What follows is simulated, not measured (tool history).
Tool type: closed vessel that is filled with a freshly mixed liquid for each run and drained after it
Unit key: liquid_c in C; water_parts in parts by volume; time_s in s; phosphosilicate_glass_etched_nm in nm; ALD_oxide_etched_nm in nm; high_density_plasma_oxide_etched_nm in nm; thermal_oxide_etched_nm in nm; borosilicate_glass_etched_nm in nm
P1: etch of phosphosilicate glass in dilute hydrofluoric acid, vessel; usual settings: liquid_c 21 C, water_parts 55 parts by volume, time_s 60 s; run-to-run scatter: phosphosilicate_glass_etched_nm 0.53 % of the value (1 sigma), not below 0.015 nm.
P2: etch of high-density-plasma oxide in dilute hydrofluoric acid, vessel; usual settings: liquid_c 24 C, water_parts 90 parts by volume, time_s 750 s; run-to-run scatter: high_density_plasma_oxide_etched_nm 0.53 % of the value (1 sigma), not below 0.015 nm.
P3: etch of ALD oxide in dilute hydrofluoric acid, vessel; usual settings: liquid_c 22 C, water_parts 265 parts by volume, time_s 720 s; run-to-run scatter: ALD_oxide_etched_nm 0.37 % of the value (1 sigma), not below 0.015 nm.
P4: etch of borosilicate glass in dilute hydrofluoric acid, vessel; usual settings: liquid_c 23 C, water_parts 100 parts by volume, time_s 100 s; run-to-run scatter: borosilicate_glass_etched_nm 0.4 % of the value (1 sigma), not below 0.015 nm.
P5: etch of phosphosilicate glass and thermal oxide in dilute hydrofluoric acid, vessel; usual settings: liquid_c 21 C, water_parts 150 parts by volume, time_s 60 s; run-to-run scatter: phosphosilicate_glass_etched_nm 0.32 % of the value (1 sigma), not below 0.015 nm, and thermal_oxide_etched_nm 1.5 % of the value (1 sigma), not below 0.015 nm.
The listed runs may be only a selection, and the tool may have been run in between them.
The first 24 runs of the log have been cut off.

run   hour  process  liquid_c  water_parts  time_s  hours since the thermometer was replaced  hours since the hydrofluoric acid flow meter was replaced  phosphosilicate_glass_etched_nm  ALD_oxide_etched_nm  high_density_plasma_oxide_etched_nm  thermal_oxide_etched_nm  borosilicate_glass_etched_nm
 25  132.2       P4        23          100      30                                     693.9                                                      407.4                                                                                                                                            8.8547
 26  136.9       P5        21          150      30                                     698.6                                                      412.1                           17.831                                                                            0.79138
 27  140.4       P4      29.5          100     100                                     702.1                                                      415.6                                                                                                                                            38.247
 28  144.2       P1        21           55      60                                     705.9                                                      419.4                           151.81
 29  147.8       P5        28          150      60                                     709.5                                                        423                           46.192                                                                             2.1058
 30  152.8       P5        21           45      60                                     714.5                                                        428                           134.31                                                                             5.9789
 31  159.9       P4        23          100     100                                     721.6                                                      435.1                                                                                                                                            29.661
 32  166.3       P4        23           55     100                                       728                                                      441.5                                                                                                                                             57.07
 33    173       P1        17           55      60                                     734.7                                                      448.2                           127.67
 34  176.3       P1        21           55      60                                       738                                                      451.5                           150.62
 35  183.7       P1        21           55      60                                     745.4                                                      458.9                           142.57
 36  189.9       P1        21           55      60                                     751.6                                                      465.1                           141.18
 37  194.3       P1        21           55      60                                       756                                                      469.5                           140.42
 38  197.9       P1        21           55      60                                     759.6                                                      473.1                           138.49

Forecast run 39:
 39  201.3       P1        21           55      60                                       763                                                      476.5                                ?

For run 39 the tool returned phosphosilicate_glass_etched_nm 139.39 nm.

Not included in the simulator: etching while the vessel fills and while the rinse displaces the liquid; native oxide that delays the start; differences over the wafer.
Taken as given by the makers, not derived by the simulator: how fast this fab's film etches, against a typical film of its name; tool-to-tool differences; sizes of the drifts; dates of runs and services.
